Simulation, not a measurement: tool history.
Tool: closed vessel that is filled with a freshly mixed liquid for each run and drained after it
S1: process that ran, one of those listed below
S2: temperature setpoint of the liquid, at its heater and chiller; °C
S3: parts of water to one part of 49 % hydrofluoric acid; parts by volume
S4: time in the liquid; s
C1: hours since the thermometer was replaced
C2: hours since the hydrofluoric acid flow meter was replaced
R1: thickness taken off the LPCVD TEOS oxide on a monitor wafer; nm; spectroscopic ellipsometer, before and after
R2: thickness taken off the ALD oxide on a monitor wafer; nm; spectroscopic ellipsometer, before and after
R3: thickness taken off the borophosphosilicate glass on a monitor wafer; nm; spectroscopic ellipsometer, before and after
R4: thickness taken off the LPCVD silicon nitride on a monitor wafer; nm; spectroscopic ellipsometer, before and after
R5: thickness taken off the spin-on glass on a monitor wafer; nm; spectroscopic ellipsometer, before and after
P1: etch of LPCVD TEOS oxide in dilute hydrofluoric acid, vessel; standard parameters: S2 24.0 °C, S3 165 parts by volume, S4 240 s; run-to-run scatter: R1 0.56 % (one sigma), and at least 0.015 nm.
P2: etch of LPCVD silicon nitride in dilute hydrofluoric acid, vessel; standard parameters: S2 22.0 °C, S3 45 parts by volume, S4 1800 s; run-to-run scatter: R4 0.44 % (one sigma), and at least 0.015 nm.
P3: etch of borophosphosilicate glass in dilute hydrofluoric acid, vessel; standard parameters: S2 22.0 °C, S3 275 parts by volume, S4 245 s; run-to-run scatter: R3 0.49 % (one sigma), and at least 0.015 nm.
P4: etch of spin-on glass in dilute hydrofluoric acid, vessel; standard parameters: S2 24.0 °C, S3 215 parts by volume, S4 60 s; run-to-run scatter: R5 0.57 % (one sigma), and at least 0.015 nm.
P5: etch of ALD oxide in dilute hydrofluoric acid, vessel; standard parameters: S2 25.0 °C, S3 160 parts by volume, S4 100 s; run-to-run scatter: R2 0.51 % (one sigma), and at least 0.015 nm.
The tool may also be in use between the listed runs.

run 1 hour=12.3 | S1=P1 S2=24.0 S3=165 S4=240 | C1=892.7 C2=214.7 | R1=35.973
run 2 hour=18.4 | S1=P5 S2=25.0 S3=290 S4=100 | C1=898.8 C2=220.8 | R2=4.0253
run 3 hour=28.2 | S1=P1 S2=24.0 S3=165 S4=240 | C1=908.6 C2=230.6 | R1=36.140
run 4 hour=34.3 | S1=P1 S2=28.5 S3=165 S4=420 | C1=914.7 C2=236.7 | R1=74.222
run 5 hour=46.8 | S1=P3 S2=22.0 S3=275 S4=245 | C1=927.2 C2=249.2 | R3=22.990
run 6 hour=53.6 | S1=P1 S2=30.5 S3=165 S4=240 | C1=934.0 C2=256.0 | R1=45.940
run 7 hour=64.3 | S1=P2 S2=22.0 S3=45 S4=1800 | C1=944.7 C2=266.7 | R4=16.193
run 8 hour=75.3 | S1=P1 S2=18.0 S3=165 S4=240 | C1=955.7 C2=277.7 | R1=28.291
run 9 hour=85.5 | S1=P1 S2=24.0 S3=165 S4=115 | C1=965.9 C2=287.9 | R1=17.113
run 10 hour=93.5 | S1=P1 S2=27.5 S3=260 S4=240 | C1=973.9 C2=295.9 | R1=23.247
run 11 hour=102.9 | S1=P2 S2=26.5 S3=45 S4=1800 | C1=983.3 C2=305.3 | R4=21.890
run 12 hour=115.9 | S1=P4 S2=24.0 S3=215 S4=30 | C1=996.3 C2=318.3 | R5=5.7369
run 13 hour=124.7 | S1=P1 S2=24.0 S3=165 S4=410 | C1=1005.1 C2=327.1 | R1=61.236
run 14 hour=136.5 | S1=P2 S2=22.0 S3=20 S4=1800 | C1=1016.9 C2=338.9 | R4=35.621
run 15 hour=145.1 | S1=P1 S2=32.0 S3=220 S4=240 | C1=1025.5 C2=347.5 | R1=33.658
run 16 hour=156.5 | S1=P5 S2=25.0 S3=160 S4=100 | C1=1036.9 C2=358.9 | R2=8.3308
run 17 hour=167.2 | S1=P2 S2=22.0 S3=45 S4=2740 | C1=1047.6 C2=369.6 | R4=24.721
run 18 hour=174.1 | S1=P4 S2=24.0 S3=215 S4=60 | C1=1054.5 C2=376.5 | R5=11.4000
run 19 hour=180.3 | S1=P1 S2=24.0 S3=285 S4=240 | C1=1060.7 C2=382.7 | R1=18.232
run 20 hour=189.9 | S1=P4 S2=20.5 S3=215 S4=60 | C1=1070.3 C2=392.3 | R5=10.2200
run 21 hour=198.9 | S1=P3 S2=22.0 S3=445 S4=245 | C1=1079.3 C2=401.3 | R3=12.136
run 22 hour=204.6 | S1=P1 S2=24.0 S3=50 S4=240 | C1=1085.0 C2=407.0 | R1=136.950
run 23 hour=216.0 | S1=P1 S2=24.0 S3=165 S4=240 | C1=1096.4 C2=418.4 | R1=36.124
run 24 hour=225.2 | S1=P3 S2=22.0 S3=275 S4=245 | C1=1105.6 C2=427.6 | R3=23.153
run 25 hour=231.4 | S1=P3 S2=28.5 S3=275 S4=245 | C1=1111.8 C2=433.8 | R3=28.790
run 26 hour=237.2 | S1=P2 S2=22.0 S3=45 S4=1800 | C1=1117.6 C2=439.6 | R4=16.050
run 27 hour=245.8 | S1=P4 S2=24.0 S3=75 S4=60 | C1=1126.2 C2=448.2 | R5=38.9450
run 28 hour=258.5 | S1=P5 S2=17.0 S3=160 S4=100 | C1=1138.9 C2=460.9 | R2=6.1089
run 29 hour=265.5 | S1=P3 S2=22.0 S3=275 S4=430 | C1=1145.9 C2=467.9 | R3=40.471
run 30 hour=273.2 | S1=P5 S2=25.0 S3=160 S4=35 | C1=1153.6 C2=475.6 | R2=2.9230
run 31 hour=285.4 | S1=P1 S2=24.0 S3=165 S4=240 | C1=1165.8 C2=487.8 | R1=36.209

Expected results for the next run?
run 32 hour=293.0 | S1=P1 S2=24.0 S3=165 S4=240 | C1=1173.4 C2=495.4 | R1=?

R1: 36.010 nm
